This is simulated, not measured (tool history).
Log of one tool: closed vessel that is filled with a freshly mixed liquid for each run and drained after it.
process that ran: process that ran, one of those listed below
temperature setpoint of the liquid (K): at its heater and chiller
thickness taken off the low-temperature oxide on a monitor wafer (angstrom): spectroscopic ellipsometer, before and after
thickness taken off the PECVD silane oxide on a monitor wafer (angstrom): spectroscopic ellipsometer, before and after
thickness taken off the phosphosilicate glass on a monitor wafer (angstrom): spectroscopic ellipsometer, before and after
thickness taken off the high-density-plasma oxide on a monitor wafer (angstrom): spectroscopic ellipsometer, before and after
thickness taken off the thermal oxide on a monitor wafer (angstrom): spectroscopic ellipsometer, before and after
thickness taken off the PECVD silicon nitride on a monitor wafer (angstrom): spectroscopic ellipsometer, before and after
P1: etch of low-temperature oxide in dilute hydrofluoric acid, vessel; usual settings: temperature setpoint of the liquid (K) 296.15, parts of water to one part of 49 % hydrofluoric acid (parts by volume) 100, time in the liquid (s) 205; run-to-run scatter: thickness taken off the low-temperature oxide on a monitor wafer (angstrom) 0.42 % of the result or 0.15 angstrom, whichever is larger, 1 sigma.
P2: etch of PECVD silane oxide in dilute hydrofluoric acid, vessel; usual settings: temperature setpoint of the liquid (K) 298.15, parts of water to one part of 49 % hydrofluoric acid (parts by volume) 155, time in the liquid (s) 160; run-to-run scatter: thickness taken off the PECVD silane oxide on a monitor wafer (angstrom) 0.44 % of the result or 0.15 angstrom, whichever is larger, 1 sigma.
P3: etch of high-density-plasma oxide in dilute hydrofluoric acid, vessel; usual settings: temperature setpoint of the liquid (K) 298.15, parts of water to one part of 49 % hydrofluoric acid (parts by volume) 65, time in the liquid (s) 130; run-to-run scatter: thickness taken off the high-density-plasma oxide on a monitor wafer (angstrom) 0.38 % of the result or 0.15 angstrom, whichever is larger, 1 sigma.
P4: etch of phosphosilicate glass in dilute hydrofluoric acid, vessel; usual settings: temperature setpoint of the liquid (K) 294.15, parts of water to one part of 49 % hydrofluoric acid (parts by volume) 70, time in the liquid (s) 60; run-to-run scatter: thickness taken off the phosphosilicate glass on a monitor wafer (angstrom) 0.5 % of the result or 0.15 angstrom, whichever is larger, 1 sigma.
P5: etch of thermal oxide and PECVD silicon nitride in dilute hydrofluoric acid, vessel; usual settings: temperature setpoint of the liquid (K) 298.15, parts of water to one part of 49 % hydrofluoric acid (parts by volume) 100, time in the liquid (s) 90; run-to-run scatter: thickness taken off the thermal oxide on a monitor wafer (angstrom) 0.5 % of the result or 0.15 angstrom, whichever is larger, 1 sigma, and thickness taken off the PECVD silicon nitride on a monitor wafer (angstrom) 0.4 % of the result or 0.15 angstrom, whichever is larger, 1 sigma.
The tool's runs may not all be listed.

run	hour	process that ran	temperature setpoint of the liquid (K)	parts of water to one part of 49 % hydrofluoric acid (parts by volume)	time in the liquid (s)	thickness taken off the low-temperature oxide on a monitor wafer (angstrom)	thickness taken off the PECVD silane oxide on a monitor wafer (angstrom)	thickness taken off the phosphosilicate glass on a monitor wafer (angstrom)	thickness taken off the high-density-plasma oxide on a monitor wafer (angstrom)	thickness taken off the thermal oxide on a monitor wafer (angstrom)	thickness taken off the PECVD silicon nitride on a monitor wafer (angstrom)
1	2.9	P1	296.15	100	205	360.46					
2	6.2	P2	290.15	155	160		164.900				
3	12.1	P1	301.65	100	205	449.96					
4	18.5	P4	294.15	70	60			908.94			
5	23.0	P1	302.65	30	205	1721.60					
6	27.7	P3	291.15	65	130				81.208		
7	32.8	P3	298.15	100	130				67.622		
8	35.6	P1	296.15	100	205	361.67					
9	39.6	P5	298.15	30	90					161.790	171.680
10	42.8	P1	296.15	100	205	360.40					
11	48.1	P1	296.15	165	205	203.92					
12	52.9	P2	298.15	155	55		77.313				
13	57.7	P1	296.15	100	205	360.95					
14	60.9	P1	292.15	100	205	306.60					
15	64.9	P5	298.15	100	90					44.200	52.406
16	70.9	P1	296.15	50	205	771.46					
17	74.3	P3	298.15	65	130				109.170		
18	78.1	P5	302.65	100	90					52.256	69.487
19	83.0	P5	298.15	100	90					44.720	52.465
20	86.3	P4	299.65	70	60			1132.90			
21	89.5	P1	296.15	100	205	362.50					

The next listed run, before its measurement:
22	93.9	P2	298.15	155	160		?				

{"run 22": {"thickness taken off the PECVD silane oxide on a monitor wafer (angstrom)": 225.3}}
